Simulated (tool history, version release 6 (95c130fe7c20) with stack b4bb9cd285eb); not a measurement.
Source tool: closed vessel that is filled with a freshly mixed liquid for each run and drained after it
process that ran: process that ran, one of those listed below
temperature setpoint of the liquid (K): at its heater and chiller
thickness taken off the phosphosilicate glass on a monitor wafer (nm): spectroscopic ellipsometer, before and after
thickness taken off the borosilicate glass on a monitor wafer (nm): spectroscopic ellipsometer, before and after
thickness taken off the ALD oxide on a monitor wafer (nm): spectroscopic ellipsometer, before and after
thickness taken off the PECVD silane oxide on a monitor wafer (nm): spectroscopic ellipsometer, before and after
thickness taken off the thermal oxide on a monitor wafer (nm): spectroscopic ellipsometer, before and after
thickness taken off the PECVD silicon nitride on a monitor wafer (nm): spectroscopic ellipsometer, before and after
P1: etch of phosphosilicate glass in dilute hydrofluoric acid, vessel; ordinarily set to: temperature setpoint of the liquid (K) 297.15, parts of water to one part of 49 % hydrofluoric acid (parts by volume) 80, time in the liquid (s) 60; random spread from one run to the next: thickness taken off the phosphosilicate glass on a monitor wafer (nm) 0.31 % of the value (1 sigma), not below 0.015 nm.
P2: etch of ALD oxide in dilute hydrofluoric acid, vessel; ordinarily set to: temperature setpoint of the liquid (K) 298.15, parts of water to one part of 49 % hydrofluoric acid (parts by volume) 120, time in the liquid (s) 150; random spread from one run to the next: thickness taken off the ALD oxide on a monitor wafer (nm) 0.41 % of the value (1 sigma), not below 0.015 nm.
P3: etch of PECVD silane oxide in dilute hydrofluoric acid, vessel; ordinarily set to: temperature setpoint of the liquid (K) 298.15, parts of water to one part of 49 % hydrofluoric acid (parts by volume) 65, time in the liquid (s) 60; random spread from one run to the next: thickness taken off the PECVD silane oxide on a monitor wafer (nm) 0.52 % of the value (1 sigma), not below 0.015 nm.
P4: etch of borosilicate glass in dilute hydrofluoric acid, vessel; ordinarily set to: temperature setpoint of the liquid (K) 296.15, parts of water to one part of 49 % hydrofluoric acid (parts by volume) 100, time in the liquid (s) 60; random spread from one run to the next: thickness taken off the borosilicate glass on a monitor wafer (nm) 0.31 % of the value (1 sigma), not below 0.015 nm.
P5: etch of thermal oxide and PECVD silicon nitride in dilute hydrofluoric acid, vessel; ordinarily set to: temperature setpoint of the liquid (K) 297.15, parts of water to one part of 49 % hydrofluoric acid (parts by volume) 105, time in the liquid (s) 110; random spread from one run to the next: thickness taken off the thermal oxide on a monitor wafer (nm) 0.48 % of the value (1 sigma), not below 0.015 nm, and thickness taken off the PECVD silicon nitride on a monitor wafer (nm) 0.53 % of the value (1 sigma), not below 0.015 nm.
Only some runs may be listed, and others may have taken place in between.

| run | day | process that ran | temperature setpoint of the liquid (K) | parts of water to one part of 49 % hydrofluoric acid (parts by volume) | time in the liquid (s) | thickness taken off the phosphosilicate glass on a monitor wafer (nm) | thickness taken off the borosilicate glass on a monitor wafer (nm) | thickness taken off the ALD oxide on a monitor wafer (nm) | thickness taken off the PECVD silane oxide on a monitor wafer (nm) | thickness taken off the thermal oxide on a monitor wafer (nm) | thickness taken off the PECVD silicon nitride on a monitor wafer (nm) |
|---|---|---|---|---|---|---|---|---|---|---|---|
| 1 | 0.375 | P1 | 297.15 | 80 | 60 | 54.537 |  |  |  |  |  |
| 2 | 0.646 | P4 | 302.15 | 100 | 60 |  | 14.588 |  |  |  |  |
| 3 | 1.012 | P2 | 298.15 | 120 | 150 |  |  | 13.233 |  |  |  |
| 4 | 1.333 | P1 | 297.15 | 80 | 60 | 54.640 |  |  |  |  |  |
| 5 | 1.629 | P2 | 298.15 | 75 | 150 |  |  | 22.255 |  |  |  |
| 6 | 1.892 | P1 | 297.15 | 80 | 60 | 54.550 |  |  |  |  |  |
| 7 | 2.083 | P3 | 298.15 | 65 | 60 |  |  |  | 28.038 |  |  |
| 8 | 2.321 | P5 | 302.15 | 105 | 110 |  |  |  |  | 5.7949 | 8.3373 |
| 9 | 2.662 | P1 | 297.15 | 80 | 105 | 95.467 |  |  |  |  |  |
| 10 | 2.879 | P1 | 297.15 | 20 | 60 | 235.670 |  |  |  |  |  |
| 11 | 3.283 | P4 | 296.15 | 100 | 120 |  | 23.035 |  |  |  |  |
| 12 | 3.521 | P1 | 297.15 | 80 | 60 | 54.695 |  |  |  |  |  |
| 13 | 3.917 | P2 | 292.65 | 120 | 150 |  |  | 10.470 |  |  |  |
| 14 | 4.312 | P3 | 298.15 | 65 | 60 |  |  |  | 27.882 |  |  |
| 15 | 4.625 | P1 | 297.15 | 80 | 60 | 54.705 |  |  |  |  |  |
| 16 | 4.883 | P1 | 293.15 | 80 | 60 | 46.261 |  |  |  |  |  |
| 17 | 5.079 | P1 | 297.15 | 80 | 60 | 54.691 |  |  |  |  |  |
| 18 | 5.442 | P3 | 298.15 | 40 | 60 |  |  |  | 47.480 |  |  |
| 19 | 5.729 | P4 | 296.15 | 100 | 60 |  | 11.511 |  |  |  |  |
| 20 | 6.104 | P1 | 297.15 | 140 | 30 | 14.450 |  |  |  |  |  |
| 21 | 6.388 | P1 | 297.15 | 140 | 95 | 45.725 |  |  |  |  |  |
| 22 | 6.679 | P1 | 297.15 | 125 | 60 | 32.832 |  |  |  |  |  |
| 23 | 6.988 | P5 | 297.15 | 105 | 200 |  |  |  |  | 8.6392 | 10.9710 |
| 24 | 7.179 | P2 | 298.15 | 120 | 150 |  |  | 13.139 |  |  |  |
| 25 | 7.562 | P5 | 297.15 | 105 | 110 |  |  |  |  | 4.7156 | 6.0857 |
| 26 | 7.862 | P5 | 297.15 | 105 | 110 |  |  |  |  | 4.7595 | 6.0283 |
| 27 | 8.262 | P3 | 298.15 | 65 | 110 |  |  |  | 50.943 |  |  |
| 28 | 8.662 | P3 | 303.15 | 65 | 60 |  |  |  | 33.985 |  |  |
| 29 | 9.025 | P2 | 298.15 | 120 | 260 |  |  | 22.774 |  |  |  |
| 30 | 9.408 | P4 | 296.15 | 45 | 60 |  | 27.399 |  |  |  |  |
| 31 | 9.612 | P1 | 303.65 | 80 | 60 | 70.195 |  |  |  |  |  |
| 32 | 9.950 | P1 | 297.15 | 80 | 30 | 27.108 |  |  |  |  |  |
| 33 | 10.175 | P5 | 297.15 | 175 | 110 |  |  |  |  | 2.6238 | 3.6232 |
| 34 | 10.371 | P1 | 297.15 | 80 | 60 | 54.261 |  |  |  |  |  |
| 35 | 10.550 | P1 | 297.15 | 80 | 60 | 52.736 |  |  |  |  |  |
| 36 | 10.929 | P1 | 297.15 | 80 | 60 | 51.193 |  |  |  |  |  |
| 37 | 11.250 | P1 | 297.15 | 80 | 60 | 50.534 |  |  |  |  |  |
| 38 | 11.446 | P1 | 297.15 | 80 | 60 | 50.213 |  |  |  |  |  |
| 39 | 11.683 | P1 | 297.15 | 80 | 60 | 50.344 |  |  |  |  |  |
| 40 | 11.988 | P1 | 297.15 | 80 | 60 | 50.030 |  |  |  |  |  |

The output of P1 has drifted from where it used to be. Each of the 2 causes below, taken at the size shown beside it, accounts for the log equally well:
A: hydrofluoric acid flow below the setpoint (%) = 7.13
B: liquid colder than its thermometer reads (K) = 2.02
The onset of the drift is placed at about day 10.371.

Consider the 4 single-wafer check runs listed below, results given as question marks: which one distinguishes between the causes by giving clearly different results for each?
| check 1 | 12.292 | P3 | 298.15 | 65 | 60 |  |  |  | ? |  |  |
| check 2 | 12.292 | P5 | 297.15 | 105 | 110 |  |  |  |  | ? | ? |
| check 3 | 12.292 | P4 | 296.15 | 100 | 60 |  | ? |  |  |  |  |
| check 4 | 12.292 | P2 | 298.15 | 120 | 150 |  |  | ? |  |  |  |

Predicted outcomes, by check and by cause:
| check | result | if A | if B |
|---|---|---|---|
| check 1 | thickness taken off the PECVD silane oxide on a monitor wafer (nm) | 25.856 | 25.815 |
| check 2 | thickness taken off the thermal oxide on a monitor wafer (nm) | 4.3572 | 4.3714 |
| check 2 | thickness taken off the PECVD silicon nitride on a monitor wafer (nm) | 5.6489 | 5.3152 |
| check 3 | thickness taken off the borosilicate glass on a monitor wafer (nm) | 10.593 | 10.611 |
| check 4 | thickness taken off the ALD oxide on a monitor wafer (nm) | 12.075 | 12.150 |
Per check, the gap between the least separated pair of causes, taken in the result that splits them most: check 1 0.16 %; check 2 6.09 %; check 3 0.17 %; check 4 0.62 %
The other checks would show nearly matching results whichever cause is true, so check 2 is the only one that separates the causes.

Check 2 was then run and gave: thickness taken off the thermal oxide on a monitor wafer (nm) 4.3325; thickness taken off the PECVD silicon nitride on a monitor wafer (nm) 5.3325. Which cause is it?

The cause is B: liquid colder than its thermometer reads (K).

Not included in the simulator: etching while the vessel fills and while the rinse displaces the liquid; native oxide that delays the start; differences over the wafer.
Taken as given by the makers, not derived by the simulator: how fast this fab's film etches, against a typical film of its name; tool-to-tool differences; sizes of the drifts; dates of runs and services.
